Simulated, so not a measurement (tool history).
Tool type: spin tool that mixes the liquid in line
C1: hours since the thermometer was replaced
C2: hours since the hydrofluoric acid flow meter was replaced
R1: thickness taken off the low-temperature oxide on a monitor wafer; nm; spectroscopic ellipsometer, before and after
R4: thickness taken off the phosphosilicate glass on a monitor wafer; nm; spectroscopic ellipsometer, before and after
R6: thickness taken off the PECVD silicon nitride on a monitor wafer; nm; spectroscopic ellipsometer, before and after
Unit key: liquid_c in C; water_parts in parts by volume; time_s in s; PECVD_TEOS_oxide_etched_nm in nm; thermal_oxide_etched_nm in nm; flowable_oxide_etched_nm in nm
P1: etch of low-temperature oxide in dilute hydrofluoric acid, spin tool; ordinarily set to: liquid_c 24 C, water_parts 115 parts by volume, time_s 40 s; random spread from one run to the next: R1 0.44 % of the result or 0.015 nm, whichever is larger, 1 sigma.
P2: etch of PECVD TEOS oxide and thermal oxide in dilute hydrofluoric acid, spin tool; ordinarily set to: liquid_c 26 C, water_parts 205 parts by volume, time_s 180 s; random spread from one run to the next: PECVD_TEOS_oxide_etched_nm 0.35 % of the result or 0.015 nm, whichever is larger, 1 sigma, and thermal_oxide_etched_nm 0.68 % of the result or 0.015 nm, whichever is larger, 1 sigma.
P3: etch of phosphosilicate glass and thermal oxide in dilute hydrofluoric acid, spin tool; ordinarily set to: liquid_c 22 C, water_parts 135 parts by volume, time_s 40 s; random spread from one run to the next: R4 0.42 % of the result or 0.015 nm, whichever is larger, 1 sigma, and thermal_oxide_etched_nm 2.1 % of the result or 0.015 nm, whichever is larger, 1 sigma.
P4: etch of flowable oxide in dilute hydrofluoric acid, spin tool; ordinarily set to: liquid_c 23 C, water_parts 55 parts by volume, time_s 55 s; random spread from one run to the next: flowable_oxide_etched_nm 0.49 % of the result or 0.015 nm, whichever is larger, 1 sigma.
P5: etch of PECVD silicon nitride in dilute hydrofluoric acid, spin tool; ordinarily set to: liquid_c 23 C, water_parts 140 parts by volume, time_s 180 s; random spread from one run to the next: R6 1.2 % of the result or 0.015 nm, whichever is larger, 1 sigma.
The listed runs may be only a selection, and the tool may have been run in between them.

run 1 hour=5.6 | process=P1 liquid_c=24 water_parts=115 time_s=40 | C1=802.4 C2=250 | R1=12.176
run 2 hour=11.4 | process=P1 liquid_c=24 water_parts=50 time_s=40 | C1=808.2 C2=255.8 | R1=30.236
run 3 hour=15.1 | process=P2 liquid_c=26 water_parts=205 time_s=180 | C1=811.9 C2=259.5 | PECVD_TEOS_oxide_etched_nm=7.053 thermal_oxide_etched_nm=4.0331
run 4 hour=20.9 | process=P3 liquid_c=22 water_parts=135 time_s=40 | C1=817.7 C2=265.3 | thermal_oxide_etched_nm=1.2337 R4=30.844
run 5 hour=25.8 | process=P2 liquid_c=26 water_parts=205 time_s=180 | C1=822.6 C2=270.2 | PECVD_TEOS_oxide_etched_nm=7.0578 thermal_oxide_etched_nm=4.0569
run 6 hour=29.2 | process=P4 liquid_c=23 water_parts=105 time_s=55 | C1=826 C2=273.6 | flowable_oxide_etched_nm=13.812
run 7 hour=34 | process=P2 liquid_c=30 water_parts=205 time_s=180 | C1=830.8 C2=278.4 | PECVD_TEOS_oxide_etched_nm=8.1581 thermal_oxide_etched_nm=4.6513
run 8 hour=38.1 | process=P5 liquid_c=31 water_parts=140 time_s=180 | C1=834.9 C2=282.5 | R6=3.4983
run 9 hour=42.3 | process=P1 liquid_c=24 water_parts=200 time_s=40 | C1=839.1 C2=286.7 | R1=6.294
run 10 hour=45.9 | process=P1 liquid_c=24 water_parts=115 time_s=40 | C1=842.7 C2=290.3 | R1=12.16
run 11 hour=48.6 | process=P5 liquid_c=23 water_parts=25 time_s=180 | C1=845.4 C2=293 | R6=11.157
run 12 hour=53.2 | process=P2 liquid_c=26 water_parts=205 time_s=75 | C1=850 C2=297.6 | PECVD_TEOS_oxide_etched_nm=2.9284 thermal_oxide_etched_nm=1.6811
run 13 hour=57.7 | process=P1 liquid_c=30.5 water_parts=115 time_s=40 | C1=854.5 C2=302.1 | R1=15.54
run 14 hour=62.4 | process=P1 liquid_c=24 water_parts=115 time_s=20 | C1=859.2 C2=306.8 | R1=6.0944
-- hour=65.2 thermometer replaced
run 15 hour=65.4 | process=P5 liquid_c=23 water_parts=140 time_s=180 | C1=0.2 C2=309.8 | R6=2.0982
run 16 hour=70 | process=P1 liquid_c=18.5 water_parts=115 time_s=40 | C1=4.8 C2=314.4 | R1=9.7535
run 17 hour=72.8 | process=P1 liquid_c=24 water_parts=115 time_s=40 | C1=7.6 C2=317.2 | R1=12.053
run 18 hour=77.1 | process=P1 liquid_c=19.5 water_parts=55 time_s=40 | C1=11.9 C2=321.5 | R1=22.542
run 19 hour=83 | process=P4 liquid_c=23 water_parts=55 time_s=55 | C1=17.8 C2=327.4 | flowable_oxide_etched_nm=27.963
run 20 hour=86.4 | process=P4 liquid_c=17 water_parts=55 time_s=55 | C1=21.2 C2=330.8 | flowable_oxide_etched_nm=21.905
run 21 hour=90.8 | process=P4 liquid_c=23 water_parts=55 time_s=105 | C1=25.6 C2=335.2 | flowable_oxide_etched_nm=53.449
run 22 hour=94.9 | process=P5 liquid_c=23 water_parts=140 time_s=285 | C1=29.7 C2=339.3 | R6=3.2645
run 23 hour=98.1 | process=P4 liquid_c=23 water_parts=55 time_s=55 | C1=32.9 C2=342.5 | flowable_oxide_etched_nm=28.177
run 24 hour=101.3 | process=P5 liquid_c=23 water_parts=140 time_s=180 | C1=36.1 C2=345.7 | R6=2.0751
run 25 hour=104.7 | process=P1 liquid_c=24 water_parts=115 time_s=40 | C1=39.5 C2=349.1 | R1=12.107
run 26 hour=108.8 | process=P3 liquid_c=22 water_parts=135 time_s=70 | C1=43.6 C2=353.2 | thermal_oxide_etched_nm=2.2087 R4=53.874
run 27 hour=114 | process=P1 liquid_c=24 water_parts=115 time_s=40 | C1=48.8 C2=358.4 | R1=12.06
run 28 hour=119.7 | process=P1 liquid_c=24 water_parts=115 time_s=40 | C1=54.5 C2=364.1 | R1=12.076
run 29 hour=124.7 | process=P2 liquid_c=26 water_parts=95 time_s=180 | C1=59.5 C2=369.1 | PECVD_TEOS_oxide_etched_nm=17.458 thermal_oxide_etched_nm=9.9546
run 30 hour=128.9 | process=P1 liquid_c=24 water_parts=115 time_s=60 | C1=63.7 C2=373.3 | R1=18.175
run 31 hour=132.4 | process=P3 liquid_c=28.5 water_parts=135 time_s=40 | C1=67.2 C2=376.8 | thermal_oxide_etched_nm=1.5964 R4=39.606
run 32 hour=136 | process=P3 liquid_c=22 water_parts=75 time_s=40 | C1=70.8 C2=380.4 | thermal_oxide_etched_nm=2.4536 R4=59.125
run 33 hour=139.6 | process=P1 liquid_c=24 water_parts=115 time_s=40 | C1=74.4 C2=384 | R1=12.086
run 34 hour=144.1 | process=P1 liquid_c=24 water_parts=115 time_s=40 | C1=78.9 C2=388.5 | R1=12.468
run 35 hour=149.4 | process=P1 liquid_c=24 water_parts=115 time_s=40 | C1=84.2 C2=393.8 | R1=12.654
run 36 hour=152 | process=P1 liquid_c=24 water_parts=115 time_s=40 | C1=86.8 C2=396.4 | R1=12.716
run 37 hour=155.8 | process=P1 liquid_c=24 water_parts=115 time_s=40 | C1=90.6 C2=400.2 | R1=12.79
run 38 hour=158.7 | process=P1 liquid_c=24 water_parts=115 time_s=40 | C1=93.5 C2=403.1 | R1=12.76

Run 39 comes next. What will it give?
run 39 hour=161.3 | process=P1 liquid_c=24 water_parts=115 time_s=40 | C1=96.1 C2=405.7 | R1=?

{"run 39": {"R1": 12.739}}

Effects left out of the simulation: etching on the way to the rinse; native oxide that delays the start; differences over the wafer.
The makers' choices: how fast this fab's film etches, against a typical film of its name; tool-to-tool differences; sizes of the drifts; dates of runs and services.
